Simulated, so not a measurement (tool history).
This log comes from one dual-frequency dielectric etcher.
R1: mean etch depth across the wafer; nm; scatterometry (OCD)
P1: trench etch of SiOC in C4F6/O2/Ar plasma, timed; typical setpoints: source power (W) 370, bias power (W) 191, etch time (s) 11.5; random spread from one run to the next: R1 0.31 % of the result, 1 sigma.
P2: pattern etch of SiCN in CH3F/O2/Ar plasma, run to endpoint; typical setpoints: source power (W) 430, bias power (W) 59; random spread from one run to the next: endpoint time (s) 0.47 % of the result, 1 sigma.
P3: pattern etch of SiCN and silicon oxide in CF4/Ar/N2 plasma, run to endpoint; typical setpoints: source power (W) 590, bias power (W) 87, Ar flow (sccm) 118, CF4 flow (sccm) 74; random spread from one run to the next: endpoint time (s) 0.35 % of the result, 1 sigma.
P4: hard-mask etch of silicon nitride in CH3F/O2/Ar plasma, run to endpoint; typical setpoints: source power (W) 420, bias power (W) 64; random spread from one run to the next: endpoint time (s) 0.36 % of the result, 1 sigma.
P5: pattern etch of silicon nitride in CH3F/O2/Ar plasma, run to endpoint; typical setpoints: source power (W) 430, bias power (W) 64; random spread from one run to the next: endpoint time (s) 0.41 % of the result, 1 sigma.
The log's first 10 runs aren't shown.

run 11 hour=114 | process_that_ran=P4 source_power_(W)=420 bias_power_(W)=64 | endpoint_time_(s)=74.657
run 12 hour=127.8 | process_that_ran=P3 source_power_(W)=720 bias_power_(W)=87 Ar_flow_(sccm)=118 CF4_flow_(sccm)=74 | endpoint_time_(s)=8.9712
run 13 hour=136.2 | process_that_ran=P1 source_power_(W)=370 bias_power_(W)=267 etch_time_(s)=11.5 | R1=26.195
run 14 hour=149.3 | process_that_ran=P3 source_power_(W)=590 bias_power_(W)=60 Ar_flow_(sccm)=118 CF4_flow_(sccm)=74 | endpoint_time_(s)=12.215
run 15 hour=158.4 | process_that_ran=P4 source_power_(W)=420 bias_power_(W)=85 | endpoint_time_(s)=67.766
run 16 hour=168.7 | process_that_ran=P5 source_power_(W)=430 bias_power_(W)=64 | endpoint_time_(s)=83.881
run 17 hour=179.2 | process_that_ran=P1 source_power_(W)=490 bias_power_(W)=191 etch_time_(s)=11.5 | R1=26.094
run 18 hour=186.6 | process_that_ran=P1 source_power_(W)=440 bias_power_(W)=191 etch_time_(s)=8.5 | R1=18.578
run 19 hour=199.9 | process_that_ran=P3 source_power_(W)=590 bias_power_(W)=87 Ar_flow_(sccm)=118 CF4_flow_(sccm)=74 | endpoint_time_(s)=10.724
run 20 hour=215.6 | process_that_ran=P1 source_power_(W)=250 bias_power_(W)=191 etch_time_(s)=11.5 | R1=20.115
run 21 hour=226.8 | process_that_ran=P1 source_power_(W)=370 bias_power_(W)=191 etch_time_(s)=11.5 | R1=23.365
run 22 hour=233.5 | process_that_ran=P1 source_power_(W)=370 bias_power_(W)=191 etch_time_(s)=8.5 | R1=17.371
run 23 hour=248.2 | process_that_ran=P2 source_power_(W)=430 bias_power_(W)=36 | endpoint_time_(s)=39.771
run 24 hour=263.2 | process_that_ran=P2 source_power_(W)=560 bias_power_(W)=59 | endpoint_time_(s)=30.824
run 25 hour=278 | process_that_ran=P4 source_power_(W)=540 bias_power_(W)=64 | endpoint_time_(s)=67.439
run 26 hour=289.5 | process_that_ran=P3 source_power_(W)=590 bias_power_(W)=87 Ar_flow_(sccm)=94 CF4_flow_(sccm)=74 | endpoint_time_(s)=10.377
run 27 hour=297.3 | process_that_ran=P1 source_power_(W)=370 bias_power_(W)=121 etch_time_(s)=11.5 | R1=20.23
run 28 hour=312.2 | process_that_ran=P1 source_power_(W)=370 bias_power_(W)=134 etch_time_(s)=15 | R1=27.43
run 29 hour=324.9 | process_that_ran=P1 source_power_(W)=370 bias_power_(W)=191 etch_time_(s)=11.5 | R1=23.444
run 30 hour=336.5 | process_that_ran=P1 source_power_(W)=370 bias_power_(W)=191 etch_time_(s)=11.5 | R1=23.607
run 31 hour=345.9 | process_that_ran=P1 source_power_(W)=370 bias_power_(W)=191 etch_time_(s)=11.5 | R1=23.691
run 32 hour=359.8 | process_that_ran=P1 source_power_(W)=370 bias_power_(W)=191 etch_time_(s)=11.5 | R1=23.651
run 33 hour=366.9 | process_that_ran=P1 source_power_(W)=370 bias_power_(W)=191 etch_time_(s)=11.5 | R1=23.667
run 34 hour=373.8 | process_that_ran=P1 source_power_(W)=370 bias_power_(W)=191 etch_time_(s)=11.5 | R1=23.757
-- hour=381.9 wet clean of the chamber
run 35 hour=383.3 | process_that_ran=P1 source_power_(W)=370 bias_power_(W)=191 etch_time_(s)=11.5 | R1=23.846

What does the tool deliver on the next run?
run 36 hour=393.9 | process_that_ran=P1 source_power_(W)=370 bias_power_(W)=191 etch_time_(s)=11.5 | R1=?

Run 36 measured R1 23.781 nm.
